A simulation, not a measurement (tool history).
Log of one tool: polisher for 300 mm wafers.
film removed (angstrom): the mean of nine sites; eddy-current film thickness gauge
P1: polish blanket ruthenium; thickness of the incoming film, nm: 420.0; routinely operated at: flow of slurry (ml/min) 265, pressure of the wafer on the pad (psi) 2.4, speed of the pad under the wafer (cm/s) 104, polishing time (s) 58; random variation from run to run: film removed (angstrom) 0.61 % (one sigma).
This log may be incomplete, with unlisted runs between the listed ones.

run	hour	flow of slurry (ml/min)	pressure of the wafer on the pad (psi)	speed of the pad under the wafer (cm/s)	polishing time (s)	wafers polished on this pad	hours since the slurry nozzle was cleaned	hours since the head pressure was calibrated	film removed (angstrom)
1	13.1	265	2.4	104	58	519	420.1	608.5	854.86
2	24.3	400	2.4	104	58	608	431.3	619.7	884.83
3	33.9	265	1.2	104	58	685	440.9	629.3	433.08
4	49.5	265	3.7	104	58	809	456.5	644.9	1310.60
5	60.9	265	2.4	158	58	900	467.9	656.3	1302.90
6	73.6	160	2.4	104	58	1001	480.6	669.0	798.97
7	85.3	330	2.4	104	71	1095	492.3	680.7	1068.40
8	99.5	265	2.4	46	58	1208	506.5	694.9	374.73
9	112.6	265	2.4	104	58	1312	519.6	708.0	854.49
10	122.0	385	3.0	104	58	1387	529.0	717.4	1116.40
11	134.6	265	2.4	104	58	1488	541.6	730.0	859.98
12	151.9	265	2.4	104	58	1625	558.9	747.3	860.01
# hour 159.3: worn pad replaced by a new one
13	167.8	265	2.4	104	92	67	574.8	763.2	1358.60
14	176.6	265	3.4	104	88	137	583.6	772.0	1832.40
15	185.2	265	2.4	104	58	206	592.2	780.6	857.63
16	193.8	265	2.4	104	29	275	600.8	789.2	421.62
17	207.4	265	2.4	104	58	383	614.4	802.8	854.20
18	216.6	265	2.4	104	58	456	623.6	812.0	848.87
19	230.3	265	2.4	104	58	566	637.3	825.7	829.18
20	241.3	265	2.4	104	58	653	648.3	836.7	830.98
# hour 247.5: worn pad replaced by a new one
21	259.2	265	2.4	104	58	93	666.2	854.6	819.96
22	270.6	265	2.4	104	58	184	677.6	866.0	809.05
23	286.1	265	2.4	104	58	307	693.1	881.5	816.75
24	303.2	265	2.4	104	58	444	710.2	898.6	809.94
25	314.4	265	2.4	104	58	533	721.4	909.8	803.57

Compared with where it was, what P1 gives has crept away. Each cause listed below fits the log as well as the rest, at the size given for it:
A: slurry flow missing at the pad, % = 37.2
B: head's pressure below its setpoint, % = 5.69
The gradual shift began around hour 207.4.
Why every other cause is out:
removal rate lost through wear of the pad, %: serviced at hour 247.5, which brought nothing back

4 check runs are offered, each on 2 wafers whose results are averaged, their results left as question marks. Which one tells the causes apart?
check 1	325.6	265	1.8	56	58				?
check 2	325.6	265	2.4	158	29				?
check 3	325.6	265	3.6	104	80				?
check 4	325.6	165	2.4	104	74				?

If the cause were each of the candidates in turn, the checks would give the following:
check	result	if A	if B
check 1	film removed (angstrom)	325.75	325.72
check 2	film removed (angstrom)	612.71	612.67
check 3	film removed (angstrom)	1668.80	1668.70
check 4	film removed (angstrom)	938.56	969.27
How far apart the two closest causes lie, in the result that separates them most: check 1 0.01 %; check 2 0.01 %; check 3 0.01 %; check 4 3.22 %
Check 4 tells the causes apart: in the others they would give nearly the same result.

Here is what check 4 returned: film removed (angstrom) 940.84. Which cause is it?

It was cause A: slurry flow missing at the pad, %.

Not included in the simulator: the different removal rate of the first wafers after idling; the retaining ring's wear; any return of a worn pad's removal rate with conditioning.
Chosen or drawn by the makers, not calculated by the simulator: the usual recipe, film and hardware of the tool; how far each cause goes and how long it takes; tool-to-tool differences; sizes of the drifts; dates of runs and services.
